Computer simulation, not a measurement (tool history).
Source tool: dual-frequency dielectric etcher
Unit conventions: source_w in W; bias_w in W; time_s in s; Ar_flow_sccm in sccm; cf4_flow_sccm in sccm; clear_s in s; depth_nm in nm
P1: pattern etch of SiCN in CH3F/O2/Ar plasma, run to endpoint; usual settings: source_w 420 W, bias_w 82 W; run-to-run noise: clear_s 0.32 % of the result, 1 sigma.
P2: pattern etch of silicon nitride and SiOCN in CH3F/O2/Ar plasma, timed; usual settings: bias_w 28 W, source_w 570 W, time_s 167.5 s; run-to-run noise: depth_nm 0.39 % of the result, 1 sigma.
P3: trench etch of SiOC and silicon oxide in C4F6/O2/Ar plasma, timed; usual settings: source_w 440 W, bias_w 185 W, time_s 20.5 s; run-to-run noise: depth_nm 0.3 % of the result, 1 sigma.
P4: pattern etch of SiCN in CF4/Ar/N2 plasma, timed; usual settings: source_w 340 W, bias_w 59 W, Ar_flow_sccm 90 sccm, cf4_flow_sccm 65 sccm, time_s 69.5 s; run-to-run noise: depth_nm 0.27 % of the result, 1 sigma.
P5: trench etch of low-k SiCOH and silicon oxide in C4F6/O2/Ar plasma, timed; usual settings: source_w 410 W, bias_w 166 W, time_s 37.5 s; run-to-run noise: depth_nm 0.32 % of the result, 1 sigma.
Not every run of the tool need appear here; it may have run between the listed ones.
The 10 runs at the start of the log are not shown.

| run | hour | process | source_w | bias_w | time_s | Ar_flow_sccm | cf4_flow_sccm | hours since the last wet clean | hours since the last source power generator calibration | hours since the last bias power generator calibration | clear_s | depth_nm |
|---|---|---|---|---|---|---|---|---|---|---|---|---|
| 11 | 141.1 | P1 | 420 | 82 |  |  |  | 233.5 | 1539.8 | 617.3 | 22.849 |  |
| 12 | 154.3 | P5 | 410 | 166 | 25.5 |  |  | 246.7 | 1553 | 630.5 |  | 80.245 |
| 13 | 166.1 | P5 | 410 | 166 | 37.5 |  |  | 258.5 | 1564.8 | 642.3 |  | 118.89 |
| 14 | 173.9 | P2 | 570 | 28 | 218 |  |  | 266.3 | 1572.6 | 650.1 |  | 36.565 |
| 15 | 182.5 | P2 | 570 | 28 | 167.5 |  |  | 274.9 | 1581.2 | 658.7 |  | 28.067 |
| 16 | 191.5 | P4 | 340 | 82 | 69.5 | 90 | 65 | 283.9 | 1590.2 | 667.7 |  | 49.07 |
| 17 | 208.8 | P4 | 340 | 59 | 69.5 | 90 | 65 | 301.2 | 1607.5 | 685 |  | 43.649 |
| 18 | 217.9 | P1 | 350 | 53 |  |  |  | 310.3 | 1616.6 | 694.1 | 28.351 |  |
| 19 | 232.2 | P1 | 420 | 60 |  |  |  | 324.6 | 1630.9 | 708.4 | 25.44 |  |
| 20 | 243.5 | P2 | 570 | 28 | 167.5 |  |  | 335.9 | 1642.2 | 719.7 |  | 27.933 |
| 21 | 257.3 | P4 | 340 | 59 | 69.5 | 62 | 65 | 349.7 | 1656 | 733.5 |  | 46.204 |
| 22 | 273.1 | P4 | 230 | 59 | 69.5 | 90 | 65 | 365.5 | 1671.8 | 749.3 |  | 30.882 |
| 23 | 289.4 | P3 | 440 | 185 | 29 |  |  | 381.8 | 1688.1 | 765.6 |  | 59.453 |
| 24 | 297.6 | P3 | 440 | 141 | 20.5 |  |  | 390 | 1696.3 | 773.8 |  | 38.697 |
| 25 | 314.2 | P1 | 280 | 82 |  |  |  | 406.6 | 1712.9 | 790.4 | 26.521 |  |
| 26 | 326.3 | P5 | 510 | 166 | 37.5 |  |  | 418.7 | 1725 | 802.5 |  | 128.82 |
| 27 | 339.8 | P3 | 440 | 185 | 20.5 |  |  | 432.2 | 1738.5 | 816 |  | 42.24 |
| 28 | 351.3 | P5 | 410 | 135 | 37.5 |  |  | 443.7 | 1750 | 827.5 |  | 110.96 |
| 29 | 367.8 | P2 | 570 | 22 | 167.5 |  |  | 460.2 | 1766.5 | 844 |  | 25.16 |
| 30 | 383.8 | P1 | 420 | 82 |  |  |  | 476.2 | 1782.5 | 860 | 22.839 |  |
| 31 | 391.7 | P4 | 340 | 59 | 69.5 | 90 | 44 | 484.1 | 1790.4 | 867.9 |  | 40.983 |

Run 32 has not been measured yet. What should we expect?
| 32 | 403.6 | P1 | 420 | 82 |  |  |  | 496 | 1802.3 | 879.8 | ? |  |

clear_s: 22.606 s

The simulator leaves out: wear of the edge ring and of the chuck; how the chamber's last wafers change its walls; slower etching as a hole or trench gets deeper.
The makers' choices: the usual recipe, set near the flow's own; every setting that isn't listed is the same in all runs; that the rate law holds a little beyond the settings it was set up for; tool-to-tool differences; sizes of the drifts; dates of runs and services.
